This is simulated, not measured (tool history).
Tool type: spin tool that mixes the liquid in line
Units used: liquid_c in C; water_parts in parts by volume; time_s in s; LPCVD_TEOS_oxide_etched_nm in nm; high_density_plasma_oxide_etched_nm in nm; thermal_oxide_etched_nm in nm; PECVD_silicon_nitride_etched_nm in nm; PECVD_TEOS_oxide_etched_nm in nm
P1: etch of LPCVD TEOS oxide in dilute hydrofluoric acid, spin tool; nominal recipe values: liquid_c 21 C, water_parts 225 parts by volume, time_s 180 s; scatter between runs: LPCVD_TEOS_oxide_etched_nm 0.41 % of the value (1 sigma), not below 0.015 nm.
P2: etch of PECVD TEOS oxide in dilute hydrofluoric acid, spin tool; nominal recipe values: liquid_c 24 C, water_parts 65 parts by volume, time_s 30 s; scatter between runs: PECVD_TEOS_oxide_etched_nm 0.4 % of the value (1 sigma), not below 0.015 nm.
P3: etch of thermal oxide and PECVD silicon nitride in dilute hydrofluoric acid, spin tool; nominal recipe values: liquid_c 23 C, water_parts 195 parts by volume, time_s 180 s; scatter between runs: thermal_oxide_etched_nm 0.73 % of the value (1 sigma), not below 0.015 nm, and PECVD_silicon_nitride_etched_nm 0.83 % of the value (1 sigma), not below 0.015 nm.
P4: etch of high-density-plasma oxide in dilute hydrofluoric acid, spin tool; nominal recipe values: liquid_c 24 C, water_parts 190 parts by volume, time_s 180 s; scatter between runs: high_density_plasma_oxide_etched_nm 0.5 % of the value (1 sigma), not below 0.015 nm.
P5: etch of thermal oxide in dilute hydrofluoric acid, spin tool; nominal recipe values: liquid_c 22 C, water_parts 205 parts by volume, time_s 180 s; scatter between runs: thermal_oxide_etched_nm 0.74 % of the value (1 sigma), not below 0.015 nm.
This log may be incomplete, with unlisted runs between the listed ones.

run	hour	process	liquid_c	water_parts	time_s	hours since the thermometer was replaced	hours since the hydrofluoric acid flow meter was replaced	LPCVD_TEOS_oxide_etched_nm	high_density_plasma_oxide_etched_nm	thermal_oxide_etched_nm	PECVD_silicon_nitride_etched_nm	PECVD_TEOS_oxide_etched_nm
1	13.5	P1	21	225	180	227.5	272.2	25.271				
2	25.3	P4	24	190	180	239.3	284		4.4731			
3	39.2	P4	24	190	70	253.2	297.9		1.7588			
4	56.8	P3	17	195	180	270.8	315.5			2.9014	1.9246	
5	66.3	P2	24	65	30	280.3	325					7.4775
6	79.3	P1	21	225	180	293.3	338	25.428				
7	90	P1	21	225	180	304	348.7	25.22				
8	100.4	P1	21	225	180	314.4	359.1	25.349				
9	114.5	P1	26.5	225	180	328.5	373.2	30.867				
10	127.1	P5	22	320	180	341.1	385.8			1.9293		
11	144.7	P1	17	225	180	358.7	403.4	21.565				
12	162.1	P3	23	195	70	376.1	420.8			1.4237	1.0914	
13	172	P1	21	225	265	386	430.7	37.099				
14	188	P1	21	350	180	402	446.7	14.607				
15	200.5	P2	24	65	55	414.5	459.2					13.681
16	209.2	P2	24	110	30	423.2	467.9					4.2039
17	224.8	P1	21	225	180	438.8	483.5	25.444				
18	240.1	P3	23	195	180	454.1	498.8			3.683	2.8272	
19	256.8	P4	24	65	180	470.8	515.5		15.196			
20	271	P1	21	110	180	485	529.7	58.506				
21	288.1	P5	17.5	205	180	502.1	546.8			2.8207		
22	301.9	P2	18.5	65	30	515.9	560.6					5.9358
23	315.4	P3	23	75	180	529.4	574.1			10.823	7.2738	
24	332.3	P4	24	190	180	546.3	591		4.4925			
25	344.6	P1	21	300	95	558.6	603.3	9.4274				
26	360.6	P4	17	190	180	574.6	619.3		3.4386			
27	376.8	P1	21	225	85	590.8	635.5	11.993				
28	388.4	P5	22	205	180	602.4	647.1			3.3572		
29	406	P2	24	65	30	620	664.7					7.5357
30	413.9	P5	22	205	355	627.9	672.6			6.6024		
31	424.9	P1	21	225	180	638.9	683.6	25.345				
32	437.1	P1	21	225	180	651.1	695.8	26.265				
33	453	P1	21	225	180	667	711.7	26.888				
34	460.9	P1	21	225	180	674.9	719.6	26.824				
35	472.3	P1	21	225	180	686.3	731	27.2				
36	487.8	P1	21	225	180	701.8	746.5	27.177				
37	496.1	P1	21	225	180	710.1	754.8	27.348				
38	504.3	P1	21	225	180	718.3	763	27.348				
39	512.5	P1	21	225	180	726.5	771.2	27.251				

Something has made what P1 gives creep away from where it was; the 2 causes below, each at its own stated size, fit the log equally well:
A: hydrofluoric acid flow above the setpoint (%) = 6.31
B: liquid hotter than its thermometer reads (K) = 2
The gradual shift began around hour 424.9.

Consider the 4 single-wafer check runs listed below, results given as question marks: which one distinguishes between the causes by giving clearly different results for each?
check 1	520.7	P4	17.5	190	85				?			
check 2	520.7	P5	22	295	295					?		
check 3	520.7	P2	20	110	30							?
check 4	520.7	P3	23	100	180					?	?	

Predicted outcomes, by check and by cause:
check	result	if A	if B
check 1	high_density_plasma_oxide_etched_nm	1.7711	1.7838
check 2	thermal_oxide_etched_nm	3.8038	3.7766
check 3	PECVD_TEOS_oxide_etched_nm	3.8104	3.8581
check 4	thermal_oxide_etched_nm	8.5251	8.618
check 4	PECVD_silicon_nitride_etched_nm	5.8502	6.2841
Separation of the two closest causes in each check, using whichever result separates them best: check 1 0.71 %; check 2 0.72 %; check 3 1.25 %; check 4 7.15 %
The causes can be told apart only by check 4. The other checks would give nearly the same results under each of them.

Here is what check 4 returned: thermal_oxide_etched_nm 8.4978 nm; PECVD_silicon_nitride_etched_nm 5.8522 nm. Which cause is it?

It is A: hydrofluoric acid flow above the setpoint (%).

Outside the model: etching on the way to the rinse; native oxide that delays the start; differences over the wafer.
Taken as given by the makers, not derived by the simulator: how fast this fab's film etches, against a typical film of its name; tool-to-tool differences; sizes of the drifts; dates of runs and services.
